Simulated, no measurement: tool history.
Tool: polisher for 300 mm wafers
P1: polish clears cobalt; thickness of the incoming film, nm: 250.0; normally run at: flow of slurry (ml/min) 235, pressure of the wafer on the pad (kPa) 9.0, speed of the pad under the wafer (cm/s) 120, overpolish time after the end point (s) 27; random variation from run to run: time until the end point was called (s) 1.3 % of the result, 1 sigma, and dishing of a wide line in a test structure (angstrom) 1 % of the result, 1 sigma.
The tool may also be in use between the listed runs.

run,hour,flow of slurry (ml/min),pressure of the wafer on the pad (kPa),speed of the pad under the wafer (cm/s),overpolish time after the end point (s),time until the end point was called (s),dishing of a wide line in a test structure (angstrom)
1,13.2,235,9.0,120,27,62.673,424.90
2,27.8,235,13.1,120,27,42.514,478.22
3,43.6,235,9.0,68,27,109.740,345.99
4,55.7,235,9.0,120,27,63.170,441.32
5,64.5,235,9.0,120,8,61.947,227.11
6,73.5,235,9.0,70,16,108.010,255.31
7,87.3,235,9.0,162,27,46.982,463.16
8,95.9,235,6.2,120,27,90.278,380.47
9,103.6,235,9.0,120,27,62.844,429.97
10,115.6,235,9.0,120,27,63.352,435.71
11,129.4,140,9.0,120,27,67.363,421.88
12,142.7,305,9.0,120,27,60.312,435.98
13,157.9,235,9.0,120,39,63.635,477.89
14,167.0,235,9.0,120,27,62.465,429.91
15,174.4,235,9.0,120,27,61.911,430.03
16,185.0,235,9.0,120,27,63.566,426.53
17,197.0,235,9.0,120,27,67.353,428.54
18,206.1,235,9.0,120,27,65.697,439.36
19,215.7,235,9.0,120,27,66.509,424.53
20,231.5,235,9.0,120,27,64.902,429.05
# hour 238.4: head pressure recalibrated
21,245.0,235,9.0,120,27,66.625,425.25
22,252.8,235,9.0,120,27,66.572,427.05
23,261.6,235,9.0,120,27,65.909,427.40
24,270.9,235,9.0,120,27,66.096,424.20
25,286.9,235,9.0,120,27,67.959,418.17

What P1 gives has crept away from where it was. These 2 causes fit the log equally well, each at the size given:
A: slurry flow missing at the pad, % = 38.3
B: removal rate lost through wear of the pad, % = 6.65
The creep began at about hour 167.0.
Why every other cause is out:
head's pressure below its setpoint, %: serviced at hour 238.4, which brought nothing back

4 check runs are offered, each on 5 wafers whose results are averaged, their results left as question marks. Which one tells the causes apart?
check 1,302.9,235,9.0,72,27,?,?
check 2,302.9,290,9.0,120,8,?,?
check 3,302.9,140,9.0,90,27,?,?
check 4,302.9,235,9.0,120,15,?,?

What each check would give under each cause:
check,result,if A,if B
check 1,time until the end point was called (s),112.150,112.150
check 1,dishing of a wide line in a test structure (angstrom),344.20,344.19
check 2,time until the end point was called (s),65.053,65.865
check 2,dishing of a wide line in a test structure (angstrom),223.39,221.38
check 3,time until the end point was called (s),100.830,96.716
check 3,dishing of a wide line in a test structure (angstrom),362.11,369.40
check 4,time until the end point was called (s),67.288,67.292
check 4,dishing of a wide line in a test structure (angstrom),328.13,328.12
How far apart the two closest causes lie, in the result that separates them most: check 1 0 %; check 2 1.24 %; check 3 4.16 %; check 4 0 %
Only check 3 tells the causes apart: in the others they would give nearly the same result.

Check 3 was then run and gave: time until the end point was called (s) 101.930; dishing of a wide line in a test structure (angstrom) 362.05. Which cause is it?

It is A: slurry flow missing at the pad, %.
